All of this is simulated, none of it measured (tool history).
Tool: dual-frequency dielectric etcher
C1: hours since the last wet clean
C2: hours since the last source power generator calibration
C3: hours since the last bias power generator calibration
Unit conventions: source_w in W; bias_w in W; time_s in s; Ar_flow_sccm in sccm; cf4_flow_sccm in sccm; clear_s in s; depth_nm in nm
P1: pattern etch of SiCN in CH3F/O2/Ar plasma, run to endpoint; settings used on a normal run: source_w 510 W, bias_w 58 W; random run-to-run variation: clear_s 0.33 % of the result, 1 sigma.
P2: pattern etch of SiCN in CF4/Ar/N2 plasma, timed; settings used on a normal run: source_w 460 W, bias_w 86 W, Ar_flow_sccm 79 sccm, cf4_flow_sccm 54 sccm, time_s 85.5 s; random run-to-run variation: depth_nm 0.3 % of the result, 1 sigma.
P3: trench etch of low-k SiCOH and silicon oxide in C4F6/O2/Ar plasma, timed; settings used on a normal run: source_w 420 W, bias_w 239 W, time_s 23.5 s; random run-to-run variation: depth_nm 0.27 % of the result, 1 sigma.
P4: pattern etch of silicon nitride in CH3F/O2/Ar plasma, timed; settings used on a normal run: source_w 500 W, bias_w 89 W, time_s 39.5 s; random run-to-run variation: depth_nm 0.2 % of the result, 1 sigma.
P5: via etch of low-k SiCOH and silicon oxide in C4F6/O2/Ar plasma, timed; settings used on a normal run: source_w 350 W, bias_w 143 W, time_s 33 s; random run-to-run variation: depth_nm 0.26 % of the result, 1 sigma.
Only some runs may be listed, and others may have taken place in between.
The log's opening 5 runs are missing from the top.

Run 6, hour 50.1: process P4, source_w 500 W, bias_w 89 W, time_s 58 s; C1 404.2; C2 1293; C3 2088.8. Result: depth_nm 48.184 nm.
Run 7, hour 61.2: process P2, source_w 460 W, bias_w 86 W, time_s 111.5 s, Ar_flow_sccm 79 sccm, cf4_flow_sccm 54 sccm; C1 415.3; C2 1304.1; C3 2099.9. Result: depth_nm 101.85 nm.
Run 8, hour 71.4: process P2, source_w 580 W, bias_w 86 W, time_s 85.5 s, Ar_flow_sccm 79 sccm, cf4_flow_sccm 54 sccm; C1 425.5; C2 1314.3; C3 2110.1. Result: depth_nm 95.483 nm.
Run 9, hour 80.4: process P4, source_w 500 W, bias_w 111 W, time_s 39.5 s; C1 434.5; C2 1323.3; C3 2119.1. Result: depth_nm 35.534 nm.
Run 10, hour 89: process P2, source_w 460 W, bias_w 86 W, time_s 85.5 s, Ar_flow_sccm 79 sccm, cf4_flow_sccm 54 sccm; C1 443.1; C2 1331.9; C3 2127.7. Result: depth_nm 77.939 nm.
Run 11, hour 95.5: process P1, source_w 510 W, bias_w 58 W; C1 449.6; C2 1338.4; C3 2134.2. Result: clear_s 20.719 s.
Run 12, hour 105.4: process P5, source_w 350 W, bias_w 143 W, time_s 19.5 s; C1 459.5; C2 1348.3; C3 2144.1. Result: depth_nm 40.47 nm.
Run 13, hour 113.1: process P1, source_w 390 W, bias_w 58 W; C1 467.2; C2 1356; C3 2151.8. Result: clear_s 22.718 s.
Run 14, hour 125: process P2, source_w 460 W, bias_w 86 W, time_s 85.5 s, Ar_flow_sccm 51 sccm, cf4_flow_sccm 54 sccm; C1 479.1; C2 1367.9; C3 2163.7. Result: depth_nm 82.346 nm.
Run 15, hour 130.3: process P1, source_w 650 W, bias_w 58 W; C1 484.4; C2 1373.2; C3 2169. Result: clear_s 18.834 s.
Run 16, hour 137: process P3, source_w 420 W, bias_w 239 W, time_s 23.5 s; C1 491.1; C2 1379.9; C3 2175.7. Result: depth_nm 84.348 nm.
Run 17, hour 146.2: process P1, source_w 510 W, bias_w 75 W; C1 500.3; C2 1389.1; C3 2184.9. Result: clear_s 19.031 s.
Run 18, hour 157.8: process P5, source_w 350 W, bias_w 190 W, time_s 33 s; C1 511.9; C2 1400.7; C3 2196.5. Result: depth_nm 74.693 nm.
Run 19, hour 164.2: process P5, source_w 250 W, bias_w 143 W, time_s 33 s; C1 518.3; C2 1407.1; C3 2202.9. Result: depth_nm 59.648 nm.
Run 20, hour 171.5: process P1, source_w 510 W, bias_w 58 W; C1 525.6; C2 1414.4; C3 2210.2. Result: clear_s 20.716 s.
Run 21, hour 177: process P1, source_w 510 W, bias_w 58 W; C1 531.1; C2 1419.9; C3 2215.7. Result: clear_s 20.789 s.
Run 22, hour 184.3: process P4, source_w 500 W, bias_w 89 W, time_s 39.5 s; C1 538.4; C2 1427.2; C3 2223. Result: depth_nm 32.97 nm.
Run 23, hour 194.2: process P1, source_w 410 W, bias_w 48 W; C1 548.3; C2 1437.1; C3 2232.9. Result: clear_s 23.985 s.
Run 24, hour 204.9: process P4, source_w 670 W, bias_w 89 W, time_s 39.5 s; C1 559; C2 1447.8; C3 2243.6. Result: depth_nm 36.71 nm.

Expected results for the next run?
Run 25, hour 214.2: process P2, source_w 460 W, bias_w 110 W, time_s 85.5 s, Ar_flow_sccm 79 sccm, cf4_flow_sccm 54 sccm; C1 568.3; C2 1457.1; C3 2252.9. Result: depth_nm ?.

depth_nm: 85.504 nm
